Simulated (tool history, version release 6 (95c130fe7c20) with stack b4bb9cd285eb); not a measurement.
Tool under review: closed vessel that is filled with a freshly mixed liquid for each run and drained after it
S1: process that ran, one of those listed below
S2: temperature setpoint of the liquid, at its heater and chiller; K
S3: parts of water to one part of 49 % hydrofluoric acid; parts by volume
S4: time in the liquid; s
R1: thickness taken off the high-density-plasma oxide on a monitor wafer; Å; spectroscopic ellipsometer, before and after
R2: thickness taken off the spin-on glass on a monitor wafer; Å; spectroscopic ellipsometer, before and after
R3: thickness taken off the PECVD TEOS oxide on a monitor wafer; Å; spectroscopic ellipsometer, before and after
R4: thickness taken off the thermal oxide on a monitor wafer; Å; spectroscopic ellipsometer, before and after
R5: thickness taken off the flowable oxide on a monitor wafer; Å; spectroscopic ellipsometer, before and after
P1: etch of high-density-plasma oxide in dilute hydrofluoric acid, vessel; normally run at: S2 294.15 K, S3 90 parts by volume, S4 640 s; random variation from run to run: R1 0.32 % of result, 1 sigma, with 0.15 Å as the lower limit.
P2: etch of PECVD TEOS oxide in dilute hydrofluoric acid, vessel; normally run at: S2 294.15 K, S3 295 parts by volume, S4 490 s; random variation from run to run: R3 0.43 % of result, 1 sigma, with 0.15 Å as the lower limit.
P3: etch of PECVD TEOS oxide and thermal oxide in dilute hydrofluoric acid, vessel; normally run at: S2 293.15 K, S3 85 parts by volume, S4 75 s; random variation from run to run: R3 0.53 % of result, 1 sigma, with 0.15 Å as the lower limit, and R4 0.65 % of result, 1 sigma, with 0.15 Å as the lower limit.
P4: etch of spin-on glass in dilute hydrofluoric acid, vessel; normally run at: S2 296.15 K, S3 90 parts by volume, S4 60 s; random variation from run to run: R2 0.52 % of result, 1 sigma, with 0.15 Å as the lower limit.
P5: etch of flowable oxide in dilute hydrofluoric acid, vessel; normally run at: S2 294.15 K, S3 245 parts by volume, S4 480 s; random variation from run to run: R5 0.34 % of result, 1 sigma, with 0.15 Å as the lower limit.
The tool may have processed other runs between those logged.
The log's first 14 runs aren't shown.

{"run": 15, "day": 3.829, "S1": "P4", "S2": 290.15, "S3": 90, "S4": 60, "R2": 253.08}
{"run": 16, "day": 4.062, "S1": "P2", "S2": 294.15, "S3": 295, "S4": 230, "R3": 50.816}
{"run": 17, "day": 4.325, "S1": "P4", "S2": 296.15, "S3": 90, "S4": 115, "R2": 628.89}
{"run": 18, "day": 4.492, "S1": "P5", "S2": 294.15, "S3": 445, "S4": 480, "R5": 281.66}
{"run": 19, "day": 4.817, "S1": "P1", "S2": 290.15, "S3": 90, "S4": 640, "R1": 333.78}
{"run": 20, "day": 4.992, "S1": "P3", "S2": 293.15, "S3": 85, "S4": 120, "R3": 104.75, "R4": 63.161}
{"day": 5.154, "done": "hydrofluoric acid flow meter replaced"}
{"run": 21, "day": 5.196, "S1": "P2", "S2": 294.15, "S3": 115, "S4": 490, "R3": 334.8}
{"run": 22, "day": 5.417, "S1": "P2", "S2": 294.15, "S3": 295, "S4": 490, "R3": 108.37}
{"run": 23, "day": 5.567, "S1": "P3", "S2": 293.15, "S3": 145, "S4": 75, "R3": 35.801, "R4": 21.629}
{"run": 24, "day": 5.8, "S1": "P5", "S2": 294.15, "S3": 245, "S4": 895, "R5": 1140.9}
{"run": 25, "day": 5.975, "S1": "P1", "S2": 294.15, "S3": 150, "S4": 170, "R1": 59.181}
{"run": 26, "day": 6.3, "S1": "P5", "S2": 290.15, "S3": 245, "S4": 480, "R5": 523.84}
{"run": 27, "day": 6.612, "S1": "P1", "S2": 294.15, "S3": 90, "S4": 90, "R1": 55.765}
{"run": 28, "day": 6.858, "S1": "P1", "S2": 294.15, "S3": 90, "S4": 640, "R1": 397.31}
{"run": 29, "day": 7.1, "S1": "P1", "S2": 294.15, "S3": 90, "S4": 640, "R1": 385.78}
{"run": 30, "day": 7.371, "S1": "P1", "S2": 294.15, "S3": 90, "S4": 640, "R1": 378.98}
{"run": 31, "day": 7.662, "S1": "P1", "S2": 294.15, "S3": 90, "S4": 640, "R1": 374.34}
{"run": 32, "day": 7.996, "S1": "P1", "S2": 294.15, "S3": 90, "S4": 640, "R1": 371.92}
{"run": 33, "day": 8.229, "S1": "P1", "S2": 294.15, "S3": 90, "S4": 640, "R1": 368.89}

What will run 34 give?
{"run": 34, "day": 8.546, "S1": "P1", "S2": 294.15, "S3": 90, "S4": 640, "R1": "?"}

For run 34 the tool returned R1 366.450 Å.
